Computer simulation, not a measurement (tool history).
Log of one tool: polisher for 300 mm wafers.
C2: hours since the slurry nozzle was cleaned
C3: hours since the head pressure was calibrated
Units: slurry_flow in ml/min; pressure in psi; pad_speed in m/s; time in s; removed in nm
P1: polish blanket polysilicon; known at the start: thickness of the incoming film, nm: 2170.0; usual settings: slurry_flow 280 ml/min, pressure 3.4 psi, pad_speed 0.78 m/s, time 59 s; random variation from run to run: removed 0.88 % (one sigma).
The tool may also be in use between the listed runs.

{"run": 1, "hour": 8.4, "slurry_flow": 280, "pressure": 3.4, "pad_speed": 0.78, "time": 59, "wafers polished on this pad": 640, "C2": 106.1, "C3": 289.1, "removed": 558.28}
{"run": 2, "hour": 21.1, "slurry_flow": 280, "pressure": 2.5, "pad_speed": 0.98, "time": 59, "wafers polished on this pad": 810, "C2": 118.8, "C3": 301.8, "removed": 505.83}
{"run": 3, "hour": 28.3, "slurry_flow": 435, "pressure": 5.0, "pad_speed": 0.78, "time": 59, "wafers polished on this pad": 906, "C2": 126.0, "C3": 309.0, "removed": 848.78}
{"run": 4, "hour": 37.0, "slurry_flow": 280, "pressure": 3.4, "pad_speed": 0.36, "time": 59, "wafers polished on this pad": 1023, "C2": 134.7, "C3": 317.7, "removed": 252.44}
{"run": 5, "hour": 46.3, "slurry_flow": 280, "pressure": 3.4, "pad_speed": 0.78, "time": 59, "wafers polished on this pad": 1148, "C2": 144.0, "C3": 327.0, "removed": 549.36}
{"run": 6, "hour": 58.2, "slurry_flow": 280, "pressure": 1.5, "pad_speed": 1.14, "time": 59, "wafers polished on this pad": 1307, "C2": 155.9, "C3": 338.9, "removed": 361.11}
{"run": 7, "hour": 70.3, "slurry_flow": 375, "pressure": 3.4, "pad_speed": 0.78, "time": 59, "wafers polished on this pad": 1469, "C2": 168.0, "C3": 351.0, "removed": 563.83}
{"run": 8, "hour": 81.5, "slurry_flow": 280, "pressure": 2.3, "pad_speed": 0.78, "time": 59, "wafers polished on this pad": 1619, "C2": 179.2, "C3": 362.2, "removed": 372.87}
{"run": 9, "hour": 87.8, "slurry_flow": 280, "pressure": 3.4, "pad_speed": 0.78, "time": 92, "wafers polished on this pad": 1703, "C2": 185.5, "C3": 368.5, "removed": 870.04}
{"hour": 90.9, "done": "head pressure recalibrated"}
{"run": 10, "hour": 97.9, "slurry_flow": 280, "pressure": 3.4, "pad_speed": 0.78, "time": 59, "wafers polished on this pad": 1839, "C2": 195.6, "C3": 7.1, "removed": 548.99}
{"run": 11, "hour": 106.8, "slurry_flow": 170, "pressure": 3.4, "pad_speed": 0.78, "time": 59, "wafers polished on this pad": 1958, "C2": 204.5, "C3": 16.0, "removed": 518.14}
{"run": 12, "hour": 120.2, "slurry_flow": 280, "pressure": 4.6, "pad_speed": 0.78, "time": 59, "wafers polished on this pad": 2138, "C2": 217.9, "C3": 29.4, "removed": 742.74}
{"run": 13, "hour": 133.3, "slurry_flow": 280, "pressure": 3.4, "pad_speed": 0.78, "time": 59, "wafers polished on this pad": 2313, "C2": 231.0, "C3": 42.5, "removed": 551.39}
{"run": 14, "hour": 140.5, "slurry_flow": 280, "pressure": 3.4, "pad_speed": 0.78, "time": 27, "wafers polished on this pad": 2409, "C2": 238.2, "C3": 49.7, "removed": 252.61}
{"run": 15, "hour": 152.5, "slurry_flow": 280, "pressure": 3.4, "pad_speed": 0.78, "time": 59, "wafers polished on this pad": 2570, "C2": 250.2, "C3": 61.7, "removed": 554.27}
{"run": 16, "hour": 165.1, "slurry_flow": 280, "pressure": 3.4, "pad_speed": 1.18, "time": 59, "wafers polished on this pad": 2739, "C2": 262.8, "C3": 74.3, "removed": 837.97}
{"run": 17, "hour": 174.2, "slurry_flow": 280, "pressure": 3.4, "pad_speed": 0.78, "time": 59, "wafers polished on this pad": 2861, "C2": 271.9, "C3": 83.4, "removed": 546.35}
{"run": 18, "hour": 181.9, "slurry_flow": 280, "pressure": 3.4, "pad_speed": 0.78, "time": 59, "wafers polished on this pad": 2964, "C2": 279.6, "C3": 91.1, "removed": 538.51}
{"run": 19, "hour": 194.4, "slurry_flow": 280, "pressure": 3.4, "pad_speed": 0.78, "time": 59, "wafers polished on this pad": 3132, "C2": 292.1, "C3": 103.6, "removed": 533.17}
{"run": 20, "hour": 205.7, "slurry_flow": 280, "pressure": 3.4, "pad_speed": 0.78, "time": 59, "wafers polished on this pad": 3283, "C2": 303.4, "C3": 114.9, "removed": 518.17}
{"run": 21, "hour": 218.8, "slurry_flow": 280, "pressure": 3.4, "pad_speed": 0.78, "time": 59, "wafers polished on this pad": 3458, "C2": 316.5, "C3": 128.0, "removed": 523.46}
{"run": 22, "hour": 226.0, "slurry_flow": 280, "pressure": 3.4, "pad_speed": 0.78, "time": 59, "wafers polished on this pad": 3555, "C2": 323.7, "C3": 135.2, "removed": 535.27}
{"run": 23, "hour": 238.7, "slurry_flow": 280, "pressure": 3.4, "pad_speed": 0.78, "time": 59, "wafers polished on this pad": 3725, "C2": 336.4, "C3": 147.9, "removed": 525.93}
{"run": 24, "hour": 245.7, "slurry_flow": 280, "pressure": 3.4, "pad_speed": 0.78, "time": 59, "wafers polished on this pad": 3819, "C2": 343.4, "C3": 154.9, "removed": 521.0}
{"run": 25, "hour": 253.9, "slurry_flow": 280, "pressure": 3.4, "pad_speed": 0.78, "time": 59, "wafers polished on this pad": 3929, "C2": 351.6, "C3": 163.1, "removed": 523.92}
{"hour": 257.5, "done": "head pressure recalibrated"}
{"run": 26, "hour": 266.5, "slurry_flow": 280, "pressure": 3.4, "pad_speed": 0.78, "time": 59, "wafers polished on this pad": 4097, "C2": 364.2, "C3": 9.1, "removed": 522.78}
{"run": 27, "hour": 278.4, "slurry_flow": 280, "pressure": 3.4, "pad_speed": 0.78, "time": 59, "wafers polished on this pad": 4257, "C2": 376.1, "C3": 21.0, "removed": 520.68}
{"run": 28, "hour": 290.3, "slurry_flow": 280, "pressure": 3.4, "pad_speed": 0.78, "time": 59, "wafers polished on this pad": 4416, "C2": 388.0, "C3": 32.9, "removed": 520.61}

What P1 gives has crept away from where it was. These 2 causes fit the log equally well, each at the size given:
A: removal rate lost through wear of the pad, % = 5.26
B: slurry flow missing at the pad, % = 36.2
The creep began at about hour 174.2.
Why every other cause is out:
head's pressure below its setpoint, %: serviced at hour 257.5, which brought nothing back

4 check runs are offered, each on 5 wafers whose results are averaged, their results left as question marks. Which one tells the causes apart?
{"run": "check 1", "hour": 302.2, "slurry_flow": 280, "pressure": 3.4, "pad_speed": 0.6, "time": 29, "removed": "?"}
{"run": "check 2", "hour": 302.2, "slurry_flow": 280, "pressure": 2.5, "pad_speed": 0.78, "time": 73, "removed": "?"}
{"run": "check 3", "hour": 302.2, "slurry_flow": 170, "pressure": 3.4, "pad_speed": 0.78, "time": 40, "removed": "?"}
{"run": "check 4", "hour": 302.2, "slurry_flow": 280, "pressure": 4.2, "pad_speed": 0.78, "time": 59, "removed": "?"}

What each check would give under each cause:
check=check_1 result=removed if_A=197.16 if_B=197.17
check=check_2 result=removed if_A=474.42 if_B=474.42
check=check_3 result=removed if_A=332.45 if_B=322.00
check=check_4 result=removed if_A=644.17 if_B=644.17
How far apart the two closest causes lie, in the result that separates them most: check 1 0 %; check 2 0 %; check 3 3.19 %; check 4 0 %
Check 3 tells the causes apart: in the others they would give nearly the same result.

Then check 3 was run and gave: removed 332.08 nm. Which cause is it?

It is A: removal rate lost through wear of the pad, %.
